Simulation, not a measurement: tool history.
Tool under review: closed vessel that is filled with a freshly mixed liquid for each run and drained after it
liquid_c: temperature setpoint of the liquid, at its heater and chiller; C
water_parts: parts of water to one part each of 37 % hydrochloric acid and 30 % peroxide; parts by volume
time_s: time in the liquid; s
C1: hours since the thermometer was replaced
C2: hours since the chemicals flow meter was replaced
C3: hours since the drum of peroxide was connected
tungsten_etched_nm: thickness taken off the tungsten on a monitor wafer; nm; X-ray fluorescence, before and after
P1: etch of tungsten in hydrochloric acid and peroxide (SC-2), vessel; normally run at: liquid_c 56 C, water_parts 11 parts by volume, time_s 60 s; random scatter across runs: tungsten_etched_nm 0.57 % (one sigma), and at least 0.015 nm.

Run 1, day 0.362: liquid_c 56 C, water_parts 11 parts by volume, time_s 60 s; C1 586.3; C2 1330.1; C3 207.4. Result: tungsten_etched_nm 22.498 nm.
Run 2, day 0.946: liquid_c 56 C, water_parts 11 parts by volume, time_s 60 s; C1 600.3; C2 1344.1; C3 221.4. Result: tungsten_etched_nm 22.672 nm.
Run 3, day 1.333: liquid_c 56 C, water_parts 11 parts by volume, time_s 30 s; C1 609.6; C2 1353.4; C3 230.7. Result: tungsten_etched_nm 11.23 nm.
Run 4, day 1.8: liquid_c 39.5 C, water_parts 11 parts by volume, time_s 60 s; C1 620.8; C2 1364.6; C3 241.9. Result: tungsten_etched_nm 7.3964 nm.
Run 5, day 2.238: liquid_c 56 C, water_parts 19.5 parts by volume, time_s 60 s; C1 631.3; C2 1375.1; C3 252.4. Result: tungsten_etched_nm 13.546 nm.
Run 6, day 2.529: liquid_c 48.5 C, water_parts 4 parts by volume, time_s 60 s; C1 638.3; C2 1382.1; C3 259.4. Result: tungsten_etched_nm 30.094 nm.
Run 7, day 2.996: liquid_c 56 C, water_parts 4 parts by volume, time_s 60 s; C1 649.5; C2 1393.3; C3 270.6. Result: tungsten_etched_nm 48.877 nm.
Run 8, day 3.421: liquid_c 71 C, water_parts 11 parts by volume, time_s 60 s; C1 659.7; C2 1403.5; C3 280.8. Result: tungsten_etched_nm 56.836 nm.
Run 9, day 3.892: liquid_c 56 C, water_parts 11 parts by volume, time_s 90 s; C1 671; C2 1414.8; C3 292.1. Result: tungsten_etched_nm 33.508 nm.
Run 10, day 4.3: liquid_c 56 C, water_parts 11 parts by volume, time_s 60 s; C1 680.8; C2 1424.6; C3 301.9. Result: tungsten_etched_nm 22.668 nm.
Run 11, day 4.708: liquid_c 56 C, water_parts 11 parts by volume, time_s 60 s; C1 690.6; C2 1434.4; C3 311.7. Result: tungsten_etched_nm 22.409 nm.
Run 12, day 5.067: liquid_c 56 C, water_parts 11 parts by volume, time_s 60 s; C1 699.2; C2 1443; C3 320.3. Result: tungsten_etched_nm 22.629 nm.
Run 13, day 5.554: liquid_c 56 C, water_parts 11 parts by volume, time_s 60 s; C1 710.9; C2 1454.7; C3 332. Result: tungsten_etched_nm 22.677 nm.
Run 14, day 5.983: liquid_c 56 C, water_parts 11 parts by volume, time_s 60 s; C1 721.2; C2 1465; C3 342.3. Result: tungsten_etched_nm 23.107 nm.
Run 15, day 6.471: liquid_c 56 C, water_parts 11 parts by volume, time_s 60 s; C1 732.9; C2 1476.7; C3 354. Result: tungsten_etched_nm 23.674 nm.
Run 16, day 6.892: liquid_c 56 C, water_parts 11 parts by volume, time_s 60 s; C1 743; C2 1486.8; C3 364.1. Result: tungsten_etched_nm 23.57 nm.
Run 17, day 7.45: liquid_c 56 C, water_parts 11 parts by volume, time_s 60 s; C1 756.4; C2 1500.2; C3 377.5. Result: tungsten_etched_nm 23.865 nm.
Run 18, day 7.812: liquid_c 56 C, water_parts 11 parts by volume, time_s 60 s; C1 765.1; C2 1508.9; C3 386.2. Result: tungsten_etched_nm 24.039 nm.
Run 19, day 8.333: liquid_c 56 C, water_parts 11 parts by volume, time_s 60 s; C1 777.6; C2 1521.4; C3 398.7. Result: tungsten_etched_nm 24.117 nm.
Run 20, day 8.662: liquid_c 56 C, water_parts 11 parts by volume, time_s 60 s; C1 785.5; C2 1529.3; C3 406.6. Result: tungsten_etched_nm 24.52 nm.
Run 21, day 8.983: liquid_c 56 C, water_parts 11 parts by volume, time_s 60 s; C1 793.2; C2 1537; C3 414.3. Result: tungsten_etched_nm 24.36 nm.
Run 22, day 9.542: liquid_c 56 C, water_parts 11 parts by volume, time_s 60 s; C1 806.6; C2 1550.4; C3 427.7. Result: tungsten_etched_nm 24.413 nm.
Run 23, day 10.079: liquid_c 56 C, water_parts 11 parts by volume, time_s 60 s; C1 819.5; C2 1563.3; C3 440.6. Result: tungsten_etched_nm 24.244 nm.
Run 24, day 10.517: liquid_c 56 C, water_parts 11 parts by volume, time_s 60 s; C1 830; C2 1573.8; C3 451.1. Result: tungsten_etched_nm 24.621 nm.

What P1 gives has crept off from where it sat before. The 2 causes that follow fit the log equally well, each at the size noted:
A: chemicals flow above the setpoint (%) = 9.69
B: liquid hotter than its thermometer reads (K) = 1.22
Creep in the process output first set in at about day 5.554.
Excluded causes, each with its reason:
peroxide weaker than its label (%): can reach only 8, and even then tungsten_etched_nm would move by -7.4 %, too little or the wrong way

Each of the check runs listed below is run on 5 wafers and reports their average, with the results left as question marks. Pick the one under which the possible causes would lead to clearly different results.
Run check 1, day 10.954: liquid_c 48 C, water_parts 11 parts by volume, time_s 60 s. Result: tungsten_etched_nm ?.
Run check 2, day 10.954: liquid_c 41 C, water_parts 5 parts by volume, time_s 60 s. Result: tungsten_etched_nm ?.
Run check 3, day 10.954: liquid_c 56 C, water_parts 16.5 parts by volume, time_s 60 s. Result: tungsten_etched_nm ?.
Run check 4, day 10.954: liquid_c 46.5 C, water_parts 11 parts by volume, time_s 90 s. Result: tungsten_etched_nm ?.

What each check would give under each cause:
  check              result    if A    if B
check 1  tungsten_etched_nm  14.389  14.451
check 2  tungsten_etched_nm  16.279  16.617
check 3  tungsten_etched_nm  17.201  17.132
check 4  tungsten_etched_nm  19.495  19.595
How far apart the two closest causes lie, in the result that separates them most: check 1 0.43 %; check 2 2.05 %; check 3 0.4 %; check 4 0.51 %
Check 2 distinguishes between the causes, while the remaining checks would return nearly the same result for all of them.

Here is what check 2 returned: tungsten_etched_nm 16.58 nm. Which cause is it?

It was cause B: liquid hotter than its thermometer reads (K).
